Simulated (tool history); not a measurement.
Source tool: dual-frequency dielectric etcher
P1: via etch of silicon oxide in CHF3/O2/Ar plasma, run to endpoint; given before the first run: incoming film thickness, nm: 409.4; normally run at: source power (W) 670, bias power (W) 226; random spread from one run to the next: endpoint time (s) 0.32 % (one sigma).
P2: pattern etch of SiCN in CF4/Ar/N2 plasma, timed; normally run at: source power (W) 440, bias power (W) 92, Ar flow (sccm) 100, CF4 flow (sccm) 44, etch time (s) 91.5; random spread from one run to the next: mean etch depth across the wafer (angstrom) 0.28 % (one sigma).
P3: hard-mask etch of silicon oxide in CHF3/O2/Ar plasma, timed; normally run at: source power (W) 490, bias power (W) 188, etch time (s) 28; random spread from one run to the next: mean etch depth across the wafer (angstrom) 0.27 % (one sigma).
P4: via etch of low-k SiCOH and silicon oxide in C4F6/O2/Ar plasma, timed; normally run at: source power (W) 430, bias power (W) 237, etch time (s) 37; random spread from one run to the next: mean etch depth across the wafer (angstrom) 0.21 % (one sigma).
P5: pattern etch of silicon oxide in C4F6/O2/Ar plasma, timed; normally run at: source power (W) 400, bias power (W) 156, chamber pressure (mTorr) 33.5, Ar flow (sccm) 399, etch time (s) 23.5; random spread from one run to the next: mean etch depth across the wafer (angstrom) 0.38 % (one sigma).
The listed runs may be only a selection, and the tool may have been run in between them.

run   hour  process that ran  source power (W)  bias power (W)  chamber pressure (mTorr)  Ar flow (sccm)  etch time (s)  CF4 flow (sccm)  hours since the last wet clean  hours since the last source power generator calibration  hours since the last bias power generator calibration  endpoint time (s)  mean etch depth across the wafer (angstrom)
  1    9.5                P1               670             226                                                                                                     315.6                                                   2307.4                                                 1398.3             187.29
  2   20.1                P5               400             156                      33.5             399             13                                            326.2                                                     2318                                                 1408.9                                                          370.61
  3   28.8                P5               560             156                      33.5             399           23.5                                            334.9                                                   2326.7                                                 1417.6                                                          762.14
  4   37.2                P4               430             237                                                     24.5                                            343.3                                                   2335.1                                                   1426                                                          708.39
  5   47.5                P1               930             167                                                                                                     353.6                                                   2345.4                                                 1436.3             182.13
  6   57.1                P2               440              92                                       100           91.5               57                           363.2                                                     2355                                                 1445.9                                                          816.23
  7   66.1                P5               400             156                      41.5             399           23.5                                            372.2                                                     2364                                                 1454.9                                                          650.23
  8   78.6                P1               490             226                                                                                                     384.7                                                   2376.5                                                 1467.4             211.02
  9     85                P1               670             147                                                                                                     391.1                                                   2382.9                                                 1473.8             216.12
 10   94.6                P1               940             226                                                                                                     400.7                                                   2392.5                                                 1483.4             165.57
 11    100                P3               490             188                                                       28                                            406.1                                                   2397.9                                                 1488.8                                                          527.47
 12  108.9                P2               440              58                                       100           91.5               44                             415                                                   2406.8                                                 1497.7                                                          655.98
 13  121.2                P1               670             226                                                                                                     427.3                                                   2419.1                                                   1510             187.16
 14    130                P2               440              92                                       100            114               44                           436.1                                                   2427.9                                                 1518.8                                                          974.36
 15  142.2                P3               320             188                                                       28                                            448.3                                                   2440.1                                                   1531                                                          447.61
     142.9  -- wet clean of the chamber
 16  152.9                P4               430             237                                                       37                                               10                                                   2450.8                                                 1541.7                                                          1067.1
 17  159.5                P2               530              92                                       100           91.5               44                            16.6                                                   2457.4                                                 1548.3                                                          919.72
 18  171.5                P5               400             156                      33.5             399           23.5                                             28.6                                                   2469.4                                                 1560.3                                                           665.1
 19  181.9                P1               670             226                                                                                                        39                                                   2479.8                                                 1570.7             187.51
 20  187.8                P2               440              92                                        64           91.5               44                            44.9                                                   2485.7                                                 1576.6                                                          829.47
 21  200.2                P4               430             237                                                       37                                             57.3                                                   2498.1                                                   1589                                                          1072.5
 22  207.8                P3               490             188                                                       28                                             64.9                                                   2505.7                                                 1596.6                                                          526.67
 23  213.7                P1               670             226                                                                                                      70.8                                                   2511.6                                                 1602.5             185.19
 24  221.4                P3               490             188                                                       40                                             78.5                                                   2519.3                                                 1610.2                                                          754.06
 25  232.4                P3               490             235                                                       28                                             89.5                                                   2530.3                                                 1621.2                                                           570.4
 26  242.3                P5               400             217                      33.5             399           23.5                                             99.4                                                   2540.2                                                 1631.1                                                          741.32
 27  252.7                P2               440              92                                       100           91.5               44                           109.8                                                   2550.6                                                 1641.5                                                          780.78
 28  258.7                P5               400             156                      33.5             297           23.5                                            115.8                                                   2556.6                                                 1647.5                                                          688.12
 29    265                P1               670             226                                                                                                     122.1                                                   2562.9                                                 1653.8             185.93
 30  272.1                P1               910             170                                                                                                     129.2                                                     2570                                                 1660.9              183.1
 31  281.4                P4               430             162                                                       37                                            138.5                                                   2579.3                                                 1670.2                                                          944.69
 32  291.1                P4               250             237                                                       37                                            148.2                                                     2589                                                 1679.9                                                          868.88
 33  298.8                P1               670             278                                                                                                     155.9                                                   2596.7                                                 1687.6             174.16
 34  306.5                P5               400             156                      33.5             399           23.5                                            163.6                                                   2604.4                                                 1695.3                                                          667.44
 35  313.9                P1               410             284                                                                                                       171                                                   2611.8                                                 1702.7             207.08
 36  319.3                P1               670             226                                                                                                     176.4                                                   2617.2                                                 1708.1             186.96
 37  326.3                P1               670             226                                                                                                     183.4                                                   2624.2                                                 1715.1              188.2
 38  336.3                P1               670             226                                                                                                     193.4                                                   2634.2                                                 1725.1             188.72
 39  347.5                P1               670             226                                                                                                     204.6                                                   2645.4                                                 1736.3             188.46
 40  354.2                P1               670             226                                                                                                     211.3                                                   2652.1                                                   1743              189.7
 41  366.8                P1               670             226                                                                                                     223.9                                                   2664.7                                                 1755.6             189.45
 42  375.9                P1               670             226                                                                                                       233                                                   2673.8                                                 1764.7             190.31
       377  -- wet clean of the chamber
 43  385.3                P1               670             226                                                                                                       8.3                                                   2683.2                                                 1774.1             188.77
 44  390.8                P1               670             226                                                                                                      13.8                                                   2688.7                                                 1779.6             190.87
 45  400.3                P1               670             226                                                                                                      23.3                                                   2698.2                                                 1789.1             189.36

Something has made what P1 gives creep away from where it was; the 2 causes below, each at its own stated size, fit the log equally well:
A: source power that arrives under what is set, % = 4.19
B: bias power that arrives under what is set, % = 4.56
The gradual shift began around hour 319.3.
Ruled out, with reasons:
chamber walls in a state that lowers the etch rate, %: serviced at hour 377, after the drift had started, without restoring the earlier output

Of the 4 check runs listed below, each run on one wafer and each result written as a question mark, which would let you distinguish the listed causes because they would give clearly different results?
check 1  409.8                P3               340             188                                                       34                                                                                                                                                                                                                                ?
check 2  409.8                P2               440              63                                       100           91.5               44                                                                                                                                                                                                               ?
check 3  409.8                P4               260             237                                                       37                                                                                                                                                                                                                                ?
check 4  409.8                P5               400             214                      33.5             399           14.5                                                                                                                                                                                                                                ?

Predicted outcomes, by check and by cause:
  check                                       result    if A    if B
check 1  mean etch depth across the wafer (angstrom)  547.94  547.82
check 2  mean etch depth across the wafer (angstrom)  652.26  665.69
check 3  mean etch depth across the wafer (angstrom)  868.16  868.41
check 4  mean etch depth across the wafer (angstrom)  448.14  448.71
Gap, in per cent, between the two causes that each check separates least, read from the result that separates them most: check 1 0.02 %; check 2 2.04 %; check 3 0.03 %; check 4 0.13 %
Only check 2 tells the causes apart: in the others they would give nearly the same result.

Check 2 has now been run. It gave: mean etch depth across the wafer (angstrom) 655.27. Which of the candidate causes is it?

It is A: source power that arrives under what is set, %.
